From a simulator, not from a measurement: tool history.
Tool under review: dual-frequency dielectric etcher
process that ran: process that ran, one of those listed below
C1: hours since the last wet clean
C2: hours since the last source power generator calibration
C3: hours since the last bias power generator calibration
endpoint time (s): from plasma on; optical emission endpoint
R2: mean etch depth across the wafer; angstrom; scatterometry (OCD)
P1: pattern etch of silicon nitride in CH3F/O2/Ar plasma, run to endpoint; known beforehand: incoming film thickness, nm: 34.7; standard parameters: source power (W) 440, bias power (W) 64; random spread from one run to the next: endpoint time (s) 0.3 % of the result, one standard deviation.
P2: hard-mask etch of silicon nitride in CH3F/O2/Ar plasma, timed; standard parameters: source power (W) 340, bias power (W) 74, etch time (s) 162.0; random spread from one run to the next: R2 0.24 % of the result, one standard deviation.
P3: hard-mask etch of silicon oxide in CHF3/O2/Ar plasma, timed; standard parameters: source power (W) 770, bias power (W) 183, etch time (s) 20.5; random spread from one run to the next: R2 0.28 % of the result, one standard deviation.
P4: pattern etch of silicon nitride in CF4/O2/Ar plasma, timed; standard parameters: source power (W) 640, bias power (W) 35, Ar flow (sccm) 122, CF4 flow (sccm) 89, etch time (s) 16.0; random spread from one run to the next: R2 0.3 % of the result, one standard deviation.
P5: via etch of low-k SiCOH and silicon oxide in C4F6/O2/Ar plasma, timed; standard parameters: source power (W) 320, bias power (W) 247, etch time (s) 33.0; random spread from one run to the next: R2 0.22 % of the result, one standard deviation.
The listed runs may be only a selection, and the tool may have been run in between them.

Run 1, day 0.325: process that ran P1, source power (W) 440, bias power (W) 64; C1 173.6; C2 2801.4; C3 1519.0. Result: endpoint time (s) 50.171.
Run 2, day 0.654: process that ran P4, source power (W) 640, bias power (W) 35, Ar flow (sccm) 122, CF4 flow (sccm) 89, etch time (s) 16.0; C1 181.5; C2 2809.3; C3 1526.9. Result: R2 323.08 angstrom.
Run 3, day 0.854: process that ran P5, source power (W) 320, bias power (W) 247, etch time (s) 44.0; C1 186.3; C2 2814.1; C3 1531.7. Result: R2 1094.50 angstrom.
Run 4, day 1.029: process that ran P3, source power (W) 770, bias power (W) 183, etch time (s) 28.5; C1 190.5; C2 2818.3; C3 1535.9. Result: R2 634.06 angstrom.
Run 5, day 1.258: process that ran P1, source power (W) 610, bias power (W) 64; C1 196.0; C2 2823.8; C3 1541.4. Result: endpoint time (s) 44.074.
Run 6, day 1.462: process that ran P4, source power (W) 640, bias power (W) 20, Ar flow (sccm) 122, CF4 flow (sccm) 89, etch time (s) 16.0; C1 200.9; C2 2828.7; C3 1546.3. Result: R2 270.23 angstrom.
Run 7, day 1.671: process that ran P1, source power (W) 440, bias power (W) 89; C1 205.9; C2 2833.7; C3 1551.3. Result: endpoint time (s) 44.570.
Run 8, day 2.042: process that ran P3, source power (W) 770, bias power (W) 183, etch time (s) 20.5; C1 214.8; C2 2842.6; C3 1560.2. Result: R2 455.60 angstrom.
Run 9, day 2.217: process that ran P4, source power (W) 640, bias power (W) 35, Ar flow (sccm) 152, CF4 flow (sccm) 89, etch time (s) 16.0; C1 219.0; C2 2846.8; C3 1564.4. Result: R2 313.33 angstrom.
Run 10, day 2.408: process that ran P1, source power (W) 440, bias power (W) 64; C1 223.6; C2 2851.4; C3 1569.0. Result: endpoint time (s) 49.675.
Run 11, day 2.658: process that ran P5, source power (W) 320, bias power (W) 306, etch time (s) 33.0; C1 229.6; C2 2857.4; C3 1575.0. Result: R2 887.07 angstrom.
Run 12, day 3.033: process that ran P1, source power (W) 440, bias power (W) 64; C1 238.6; C2 2866.4; C3 1584.0. Result: endpoint time (s) 50.170.
Run 13, day 3.217: process that ran P1, source power (W) 600, bias power (W) 39; C1 243.0; C2 2870.8; C3 1588.4. Result: endpoint time (s) 51.492.
Run 14, day 3.517: process that ran P1, source power (W) 550, bias power (W) 88; C1 250.2; C2 2878.0; C3 1595.6. Result: endpoint time (s) 41.182.
Run 15, day 3.842: process that ran P2, source power (W) 340, bias power (W) 74, etch time (s) 233.0; C1 258.0; C2 2885.8; C3 1603.4. Result: R2 1604.10 angstrom.
Run 16, day 4.162: process that ran P1, source power (W) 440, bias power (W) 64; C1 265.7; C2 2893.5; C3 1611.1. Result: endpoint time (s) 50.209.
Run 17, day 4.342: process that ran P1, source power (W) 290, bias power (W) 64; C1 270.0; C2 2897.8; C3 1615.4. Result: endpoint time (s) 58.649.
Run 18, day 4.638: process that ran P4, source power (W) 390, bias power (W) 35, Ar flow (sccm) 122, CF4 flow (sccm) 89, etch time (s) 16.0; C1 277.1; C2 2904.9; C3 1622.5. Result: R2 209.43 angstrom.
Run 19, day 4.867: process that ran P4, source power (W) 640, bias power (W) 35, Ar flow (sccm) 122, CF4 flow (sccm) 89, etch time (s) 9.0; C1 282.6; C2 2910.4; C3 1628.0. Result: R2 181.58 angstrom.
Run 20, day 5.083: process that ran P5, source power (W) 320, bias power (W) 247, etch time (s) 33.0; C1 287.8; C2 2915.6; C3 1633.2. Result: R2 825.76 angstrom.
Run 21, day 5.388: process that ran P2, source power (W) 340, bias power (W) 104, etch time (s) 162.0; C1 295.1; C2 2922.9; C3 1640.5. Result: R2 1261.00 angstrom.
Run 22, day 5.662: process that ran P2, source power (W) 340, bias power (W) 74, etch time (s) 162.0; C1 301.7; C2 2929.5; C3 1647.1. Result: R2 1115.50 angstrom.

Estimate the outcome of run 23 from the log above:
Run 23, day 6.004: process that ran P4, source power (W) 640, bias power (W) 35, Ar flow (sccm) 122, CF4 flow (sccm) 89, etch time (s) 16.0; C1 309.9; C2 2937.7; C3 1655.3. Result: R2 ?.

Logged for run 23: R2 322.59 angstrom.
